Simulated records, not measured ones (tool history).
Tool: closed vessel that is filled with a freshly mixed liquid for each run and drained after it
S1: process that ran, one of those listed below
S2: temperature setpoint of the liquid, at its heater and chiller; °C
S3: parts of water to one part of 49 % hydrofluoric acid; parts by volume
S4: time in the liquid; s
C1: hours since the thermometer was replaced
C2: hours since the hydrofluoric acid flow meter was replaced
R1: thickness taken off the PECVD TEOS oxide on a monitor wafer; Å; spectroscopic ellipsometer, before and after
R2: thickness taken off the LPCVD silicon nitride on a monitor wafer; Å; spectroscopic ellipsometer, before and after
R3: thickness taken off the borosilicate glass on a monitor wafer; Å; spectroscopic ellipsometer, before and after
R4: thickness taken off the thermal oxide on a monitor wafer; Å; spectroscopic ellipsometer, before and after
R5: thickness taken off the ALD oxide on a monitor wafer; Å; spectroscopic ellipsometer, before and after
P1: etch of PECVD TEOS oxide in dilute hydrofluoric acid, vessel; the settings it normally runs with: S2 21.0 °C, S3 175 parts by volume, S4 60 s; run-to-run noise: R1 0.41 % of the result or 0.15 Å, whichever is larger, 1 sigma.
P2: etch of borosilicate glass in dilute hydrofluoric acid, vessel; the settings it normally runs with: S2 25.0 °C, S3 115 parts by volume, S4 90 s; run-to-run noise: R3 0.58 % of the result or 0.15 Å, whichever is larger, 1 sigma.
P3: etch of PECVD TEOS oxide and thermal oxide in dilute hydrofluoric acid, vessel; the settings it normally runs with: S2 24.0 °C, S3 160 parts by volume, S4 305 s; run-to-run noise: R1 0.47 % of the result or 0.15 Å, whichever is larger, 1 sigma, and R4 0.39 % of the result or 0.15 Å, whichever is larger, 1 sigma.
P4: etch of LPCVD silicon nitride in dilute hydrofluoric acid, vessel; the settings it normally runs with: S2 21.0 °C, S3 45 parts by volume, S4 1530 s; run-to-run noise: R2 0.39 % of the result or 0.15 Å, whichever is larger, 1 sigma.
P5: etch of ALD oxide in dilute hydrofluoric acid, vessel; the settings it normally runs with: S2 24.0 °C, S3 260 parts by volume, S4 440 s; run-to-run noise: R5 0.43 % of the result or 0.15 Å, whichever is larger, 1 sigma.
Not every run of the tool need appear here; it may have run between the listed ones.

run 1 day=0.146 | S1=P1 S2=21.0 S3=175 S4=60 | C1=605.3 C2=99.9 | R1=50.256
run 2 day=0.317 | S1=P1 S2=17.0 S3=175 S4=60 | C1=609.4 C2=104.0 | R1=42.728
run 3 day=0.550 | S1=P4 S2=21.0 S3=45 S4=1530 | C1=615.0 C2=109.6 | R2=157.05
run 4 day=0.696 | S1=P1 S2=21.0 S3=175 S4=60 | C1=618.5 C2=113.1 | R1=50.698
run 5 day=0.908 | S1=P4 S2=21.0 S3=45 S4=2945 | C1=623.6 C2=118.2 | R2=305.22
run 6 day=1.108 | S1=P2 S2=30.5 S3=115 S4=90 | C1=628.4 C2=123.0 | R3=421.02
run 7 day=1.333 | S1=P4 S2=17.0 S3=45 S4=1530 | C1=633.8 C2=128.4 | R2=119.40
run 8 day=1.488 | S1=P1 S2=21.0 S3=175 S4=30 | C1=637.5 C2=132.1 | R1=25.342
run 9 day=1.700 | S1=P3 S2=24.0 S3=160 S4=305 | C1=642.6 C2=137.2 | R1=251.520 R4=79.495
run 10 day=1.983 | S1=P5 S2=24.0 S3=415 S4=440 | C1=649.4 C2=144.0 | R5=215.47
run 11 day=2.221 | S1=P1 S2=28.0 S3=100 S4=60 | C1=655.1 C2=149.7 | R1=125.450
run 12 day=2.388 | S1=P2 S2=25.0 S3=115 S4=90 | C1=659.1 C2=153.7 | R3=341.23
run 13 day=2.679 | S1=P2 S2=25.0 S3=115 S4=145 | C1=666.1 C2=160.7 | R3=545.65
run 14 day=2.950 | S1=P3 S2=24.0 S3=85 S4=305 | C1=672.6 C2=167.2 | R1=513.650 R4=164.100
run 15 day=3.225 | S1=P5 S2=32.5 S3=260 S4=440 | C1=679.2 C2=173.8 | R5=531.69
run 16 day=3.396 | S1=P1 S2=21.0 S3=175 S4=60 | C1=683.3 C2=177.9 | R1=50.172
run 17 day=3.629 | S1=P3 S2=24.0 S3=160 S4=160 | C1=688.9 C2=183.5 | R1=131.430 R4=41.769
run 18 day=3.825 | S1=P3 S2=24.0 S3=160 S4=305 | C1=693.6 C2=188.2 | R1=251.780 R4=79.593
run 19 day=4.104 | S1=P1 S2=21.0 S3=30 S4=60 | C1=700.3 C2=194.9 | R1=345.490
run 20 day=4.379 | S1=P1 S2=17.5 S3=175 S4=105 | C1=706.9 C2=201.5 | R1=76.277
run 21 day=4.596 | S1=P1 S2=21.0 S3=175 S4=100 | C1=712.1 C2=206.7 | R1=83.457
run 22 day=4.812 | S1=P1 S2=21.0 S3=175 S4=60 | C1=717.3 C2=211.9 | R1=49.589
run 23 day=4.975 | S1=P1 S2=21.0 S3=175 S4=60 | C1=721.2 C2=215.8 | R1=50.037
run 24 day=5.133 | S1=P5 S2=24.0 S3=260 S4=440 | C1=725.0 C2=219.6 | R5=396.47
run 25 day=5.271 | S1=P3 S2=17.0 S3=160 S4=305 | C1=728.3 C2=222.9 | R1=189.540 R4=60.446
run 26 day=5.542 | S1=P1 S2=17.0 S3=55 S4=60 | C1=734.8 C2=229.4 | R1=154.600
run 27 day=5.738 | S1=P1 S2=28.5 S3=175 S4=60 | C1=739.5 C2=234.1 | R1=66.167
run 28 day=5.950 | S1=P1 S2=21.0 S3=290 S4=60 | C1=744.6 C2=239.2 | R1=27.477
run 29 day=6.138 | S1=P5 S2=24.0 S3=260 S4=770 | C1=749.1 C2=243.7 | R5=698.24
run 30 day=6.271 | S1=P1 S2=21.0 S3=175 S4=60 | C1=752.3 C2=246.9 | R1=50.189
run 31 day=6.521 | S1=P4 S2=21.0 S3=25 S4=1530 | C1=758.3 C2=252.9 | R2=277.17
run 32 day=6.700 | S1=P2 S2=25.0 S3=210 S4=90 | C1=762.6 C2=257.2 | R3=168.34
run 33 day=6.912 | S1=P1 S2=21.0 S3=175 S4=60 | C1=767.7 C2=262.3 | R1=49.851
run 34 day=7.067 | S1=P1 S2=21.0 S3=175 S4=60 | C1=771.4 C2=266.0 | R1=50.998
run 35 day=7.221 | S1=P1 S2=21.0 S3=175 S4=60 | C1=775.1 C2=269.7 | R1=51.525
run 36 day=7.500 | S1=P1 S2=21.0 S3=175 S4=60 | C1=781.8 C2=276.4 | R1=52.070
run 37 day=7.671 | S1=P1 S2=21.0 S3=175 S4=60 | C1=785.9 C2=280.5 | R1=52.567
run 38 day=7.812 | S1=P1 S2=21.0 S3=175 S4=60 | C1=789.3 C2=283.9 | R1=53.179
run 39 day=8.025 | S1=P1 S2=21.0 S3=175 S4=60 | C1=794.4 C2=289.0 | R1=53.230
run 40 day=8.204 | S1=P1 S2=21.0 S3=175 S4=60 | C1=798.7 C2=293.3 | R1=53.103
run 41 day=8.367 | S1=P1 S2=21.0 S3=175 S4=60 | C1=802.6 C2=297.2 | R1=53.298
run 42 day=8.542 | S1=P1 S2=21.0 S3=175 S4=60 | C1=806.8 C2=301.4 | R1=53.325
run 43 day=8.758 | S1=P1 S2=21.0 S3=175 S4=60 | C1=812.0 C2=306.6 | R1=53.879

What P1 gives has crept away from where it was. These 2 causes fit the log equally well, each at the size given:
A: hydrofluoric acid flow above the setpoint (%) = 5.2
B: liquid hotter than its thermometer reads (K) = 1.56
The process output started creeping at around day 6.912.

Listed below are the offered check runs, one wafer per run, with question marks in place of results. For which of them would the causes give clearly different outcomes?
run check 1 day=8.975 | S1=P3 S2=24.0 S3=160 S4=305 | R1=? R4=?
run check 2 day=8.975 | S1=P4 S2=21.0 S3=45 S4=1530 | R2=?
run check 3 day=8.975 | S1=P5 S2=24.0 S3=260 S4=440 | R5=?
run check 4 day=8.975 | S1=P2 S2=25.0 S3=115 S4=90 | R3=?

Check results expected under each cause:
check=check_1 result=R1 if_A=265.920 if_B=265.680
check=check_1 result=R4 if_A=84.229 if_B=84.152
check=check_2 result=R2 if_A=166.28 if_B=176.21
check=check_3 result=R5 if_A=423.53 if_B=419.83
check=check_4 result=R3 if_A=360.32 if_B=361.20
Per-check spread between the two closest causes, in the result where they differ most: check 1 0.09 %; check 2 5.8 %; check 3 0.88 %; check 4 0.24 %
The causes can be told apart only by check 2. The other checks would give nearly the same results under each of them.

Check 2 has now been run. It gave: R2 166.11 Å. Which of the candidate causes is it?

It is A: hydrofluoric acid flow above the setpoint (%).
